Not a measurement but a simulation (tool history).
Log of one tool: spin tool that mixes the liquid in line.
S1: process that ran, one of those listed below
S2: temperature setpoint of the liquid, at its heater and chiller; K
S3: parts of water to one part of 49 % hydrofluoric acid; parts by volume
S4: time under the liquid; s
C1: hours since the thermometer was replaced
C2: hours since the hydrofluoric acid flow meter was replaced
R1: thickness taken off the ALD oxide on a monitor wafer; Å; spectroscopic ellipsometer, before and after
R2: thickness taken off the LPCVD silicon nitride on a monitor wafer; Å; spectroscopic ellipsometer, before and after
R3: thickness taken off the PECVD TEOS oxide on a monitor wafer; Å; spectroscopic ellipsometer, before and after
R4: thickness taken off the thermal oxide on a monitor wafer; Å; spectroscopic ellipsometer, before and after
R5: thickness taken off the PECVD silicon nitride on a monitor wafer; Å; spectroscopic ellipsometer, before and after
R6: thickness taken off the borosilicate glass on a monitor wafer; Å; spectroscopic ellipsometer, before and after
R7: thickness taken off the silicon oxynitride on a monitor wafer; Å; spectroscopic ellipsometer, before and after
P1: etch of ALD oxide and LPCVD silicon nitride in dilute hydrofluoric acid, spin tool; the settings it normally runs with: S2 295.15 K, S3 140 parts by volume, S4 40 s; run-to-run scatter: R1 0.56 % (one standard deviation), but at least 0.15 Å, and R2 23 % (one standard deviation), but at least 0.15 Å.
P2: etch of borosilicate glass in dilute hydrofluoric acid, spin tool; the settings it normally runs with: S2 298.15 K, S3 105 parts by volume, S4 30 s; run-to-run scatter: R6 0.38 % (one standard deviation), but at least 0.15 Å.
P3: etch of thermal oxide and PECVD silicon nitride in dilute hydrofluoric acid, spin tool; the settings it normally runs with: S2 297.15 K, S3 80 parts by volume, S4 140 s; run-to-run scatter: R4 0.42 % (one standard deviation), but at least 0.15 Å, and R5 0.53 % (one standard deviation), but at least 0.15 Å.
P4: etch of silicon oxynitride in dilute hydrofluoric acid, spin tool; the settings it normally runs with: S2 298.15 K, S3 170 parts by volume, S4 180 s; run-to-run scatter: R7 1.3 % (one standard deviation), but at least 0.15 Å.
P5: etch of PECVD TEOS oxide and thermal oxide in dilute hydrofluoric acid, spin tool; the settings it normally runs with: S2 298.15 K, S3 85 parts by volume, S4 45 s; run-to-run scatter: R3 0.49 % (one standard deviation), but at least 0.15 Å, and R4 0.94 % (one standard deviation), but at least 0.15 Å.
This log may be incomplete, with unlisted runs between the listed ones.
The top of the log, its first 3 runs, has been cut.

Run 4, hour 50.0: S1 P1, S2 300.65 K, S3 140 parts by volume, S4 15 s; C1 504.4; C2 299.9. Result: R1 38.323 Å, R2 0.82738 Å.
Run 5, hour 65.0: S1 P1, S2 295.15 K, S3 80 parts by volume, S4 40 s; C1 519.4; C2 314.9. Result: R1 156.590 Å, R2 2.52220 Å.
Run 6, hour 72.7: S1 P3, S2 290.15 K, S3 80 parts by volume, S4 140 s; C1 527.1; C2 322.6. Result: R4 67.886 Å, R5 43.112 Å.
Run 7, hour 81.0: S1 P2, S2 298.15 K, S3 60 parts by volume, S4 30 s; C1 535.4; C2 330.9. Result: R6 146.280 Å.
Run 8, hour 97.9: S1 P1, S2 290.15 K, S3 140 parts by volume, S4 40 s; C1 552.3; C2 347.8. Result: R1 67.787 Å, R2 0.52196 Å.
Run 9, hour 109.0: S1 P4, S2 298.15 K, S3 170 parts by volume, S4 180 s; C1 563.4; C2 358.9. Result: R7 16.6460 Å.
Run 10, hour 120.8: S1 P1, S2 299.65 K, S3 245 parts by volume, S4 40 s; C1 575.2; C2 370.7. Result: R1 49.621 Å, R2 1.05410 Å.
Run 11, hour 134.4: S1 P1, S2 295.15 K, S3 140 parts by volume, S4 15 s; C1 588.8; C2 384.3. Result: R1 31.161 Å, R2 0.25565 Å.
Run 12, hour 145.2: S1 P3, S2 297.15 K, S3 80 parts by volume, S4 230 s; C1 599.6; C2 395.1. Result: R4 150.140 Å, R5 115.000 Å.
Run 13, hour 155.7: S1 P2, S2 298.15 K, S3 105 parts by volume, S4 30 s; C1 610.1; C2 405.6. Result: R6 79.199 Å.
Run 14, hour 167.2: S1 P2, S2 298.15 K, S3 105 parts by volume, S4 60 s; C1 621.6; C2 417.1. Result: R6 157.390 Å.
Run 15, hour 179.3: S1 P2, S2 294.15 K, S3 105 parts by volume, S4 30 s; C1 633.7; C2 429.2. Result: R6 66.803 Å.
Run 16, hour 190.7: S1 P3, S2 297.15 K, S3 80 parts by volume, S4 140 s; C1 645.1; C2 440.6. Result: R4 91.043 Å, R5 69.686 Å.
Run 17, hour 204.2: S1 P3, S2 297.15 K, S3 80 parts by volume, S4 140 s; C1 658.6; C2 454.1. Result: R4 92.052 Å, R5 69.792 Å.
Run 18, hour 213.5: S1 P1, S2 295.15 K, S3 140 parts by volume, S4 75 s; C1 667.9; C2 463.4. Result: R1 156.180 Å, R2 3.12410 Å.
Run 19, hour 225.7: S1 P5, S2 298.15 K, S3 85 parts by volume, S4 45 s; C1 680.1; C2 475.6. Result: R3 59.081 Å, R4 25.238 Å.
Run 20, hour 241.3: S1 P4, S2 298.15 K, S3 305 parts by volume, S4 180 s; C1 695.7; C2 491.2. Result: R7 8.3329 Å.
Run 21, hour 253.4: S1 P1, S2 295.15 K, S3 205 parts by volume, S4 40 s; C1 707.8; C2 503.3. Result: R1 53.503 Å, R2 0.55369 Å.
Run 22, hour 264.1: S1 P3, S2 297.15 K, S3 20 parts by volume, S4 140 s; C1 718.5; C2 514.0. Result: R4 393.810 Å, R5 271.260 Å.
Run 23, hour 275.2: S1 P5, S2 298.15 K, S3 85 parts by volume, S4 65 s; C1 729.6; C2 525.1. Result: R3 85.781 Å, R4 36.619 Å.
Run 24, hour 286.2: S1 P4, S2 298.15 K, S3 170 parts by volume, S4 180 s; C1 740.6; C2 536.1. Result: R7 16.9520 Å.
Run 25, hour 299.5: S1 P1, S2 295.15 K, S3 140 parts by volume, S4 40 s; C1 753.9; C2 549.4. Result: R1 83.592 Å, R2 1.70250 Å.
Run 26, hour 314.2: S1 P2, S2 298.15 K, S3 105 parts by volume, S4 30 s; C1 768.6; C2 564.1. Result: R6 78.954 Å.

Run 27, settings as shown, results not yet in. Your forecast:
Run 27, hour 323.7: S1 P5, S2 290.65 K, S3 85 parts by volume, S4 45 s; C1 778.1; C2 573.6. Result: R3 ?, R4 ?.

R3: 43.798 Å
R4: 18.473 Å
